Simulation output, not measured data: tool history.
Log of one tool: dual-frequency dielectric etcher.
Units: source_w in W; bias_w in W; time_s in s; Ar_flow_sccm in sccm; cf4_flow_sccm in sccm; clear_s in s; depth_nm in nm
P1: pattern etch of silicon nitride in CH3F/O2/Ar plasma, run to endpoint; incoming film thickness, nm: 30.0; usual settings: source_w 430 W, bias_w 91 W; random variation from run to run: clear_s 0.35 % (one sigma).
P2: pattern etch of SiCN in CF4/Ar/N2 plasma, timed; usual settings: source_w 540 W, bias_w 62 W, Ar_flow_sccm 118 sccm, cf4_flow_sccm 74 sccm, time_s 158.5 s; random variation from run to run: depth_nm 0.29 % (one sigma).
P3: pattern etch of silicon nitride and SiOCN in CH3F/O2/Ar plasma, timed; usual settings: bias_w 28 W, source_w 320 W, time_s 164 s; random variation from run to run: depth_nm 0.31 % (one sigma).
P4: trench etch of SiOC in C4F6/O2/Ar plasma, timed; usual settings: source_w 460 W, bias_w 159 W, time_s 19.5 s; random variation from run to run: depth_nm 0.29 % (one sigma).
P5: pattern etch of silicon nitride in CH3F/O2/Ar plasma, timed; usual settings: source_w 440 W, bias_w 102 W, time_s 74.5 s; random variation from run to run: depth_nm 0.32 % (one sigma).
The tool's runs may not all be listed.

{"run": 1, "day": 0.479, "process": "P1", "source_w": 430, "bias_w": 91, "clear_s": 38.399}
{"run": 2, "day": 0.929, "process": "P1", "source_w": 430, "bias_w": 91, "clear_s": 38.393}
{"run": 3, "day": 1.475, "process": "P1", "source_w": 430, "bias_w": 67, "clear_s": 42.738}
{"run": 4, "day": 2.112, "process": "P4", "source_w": 460, "bias_w": 159, "time_s": 24, "depth_nm": 51.007}
{"run": 5, "day": 2.704, "process": "P1", "source_w": 540, "bias_w": 91, "clear_s": 35.028}
{"run": 6, "day": 3.296, "process": "P3", "source_w": 320, "bias_w": 33, "time_s": 164, "depth_nm": 24.763}
{"run": 7, "day": 3.621, "process": "P1", "source_w": 310, "bias_w": 91, "clear_s": 43.378}
{"run": 8, "day": 3.942, "process": "P5", "source_w": 440, "bias_w": 102, "time_s": 74.5, "depth_nm": 61.8}
{"run": 9, "day": 4.367, "process": "P2", "source_w": 680, "bias_w": 62, "time_s": 158.5, "Ar_flow_sccm": 118, "cf4_flow_sccm": 74, "depth_nm": 185.23}
{"run": 10, "day": 4.983, "process": "P4", "source_w": 460, "bias_w": 219, "time_s": 19.5, "depth_nm": 45.71}
{"run": 11, "day": 5.308, "process": "P4", "source_w": 460, "bias_w": 159, "time_s": 19.5, "depth_nm": 41.36}
{"run": 12, "day": 5.862, "process": "P1", "source_w": 430, "bias_w": 91, "clear_s": 38.397}
{"run": 13, "day": 6.358, "process": "P5", "source_w": 360, "bias_w": 102, "time_s": 74.5, "depth_nm": 57.429}
{"run": 14, "day": 6.758, "process": "P1", "source_w": 430, "bias_w": 91, "clear_s": 38.384}
{"run": 15, "day": 7.196, "process": "P4", "source_w": 570, "bias_w": 159, "time_s": 19.5, "depth_nm": 45.259}
{"run": 16, "day": 7.546, "process": "P2", "source_w": 540, "bias_w": 62, "time_s": 158.5, "Ar_flow_sccm": 96, "cf4_flow_sccm": 74, "depth_nm": 156.46}
{"run": 17, "day": 8.05, "process": "P5", "source_w": 440, "bias_w": 63, "time_s": 74.5, "depth_nm": 52.123}
{"run": 18, "day": 8.412, "process": "P1", "source_w": 430, "bias_w": 91, "clear_s": 38.481}
{"run": 19, "day": 8.717, "process": "P1", "source_w": 430, "bias_w": 119, "clear_s": 34.569}
{"run": 20, "day": 9.254, "process": "P2", "source_w": 540, "bias_w": 62, "time_s": 158.5, "Ar_flow_sccm": 118, "cf4_flow_sccm": 74, "depth_nm": 151.34}
{"run": 21, "day": 9.596, "process": "P3", "source_w": 320, "bias_w": 28, "time_s": 164, "depth_nm": 22.997}
{"run": 22, "day": 10.104, "process": "P5", "source_w": 440, "bias_w": 102, "time_s": 74.5, "depth_nm": 61.759}
{"run": 23, "day": 10.65, "process": "P2", "source_w": 540, "bias_w": 62, "time_s": 158.5, "Ar_flow_sccm": 118, "cf4_flow_sccm": 91, "depth_nm": 157.31}
{"run": 24, "day": 11.288, "process": "P2", "source_w": 540, "bias_w": 87, "time_s": 158.5, "Ar_flow_sccm": 118, "cf4_flow_sccm": 74, "depth_nm": 170.34}
{"run": 25, "day": 11.971, "process": "P2", "source_w": 540, "bias_w": 62, "time_s": 229.5, "Ar_flow_sccm": 118, "cf4_flow_sccm": 74, "depth_nm": 217.55}
{"day": 12.196, "done": "bias power generator calibrated"}
{"run": 26, "day": 12.542, "process": "P1", "source_w": 600, "bias_w": 124, "clear_s": 30.422}

Run 27 comes next. What will it give?
{"run": 27, "day": 13.221, "process": "P5", "source_w": 440, "bias_w": 102, "time_s": 93.5, "depth_nm": "?"}

Run 27 gave depth_nm 77.928 nm.

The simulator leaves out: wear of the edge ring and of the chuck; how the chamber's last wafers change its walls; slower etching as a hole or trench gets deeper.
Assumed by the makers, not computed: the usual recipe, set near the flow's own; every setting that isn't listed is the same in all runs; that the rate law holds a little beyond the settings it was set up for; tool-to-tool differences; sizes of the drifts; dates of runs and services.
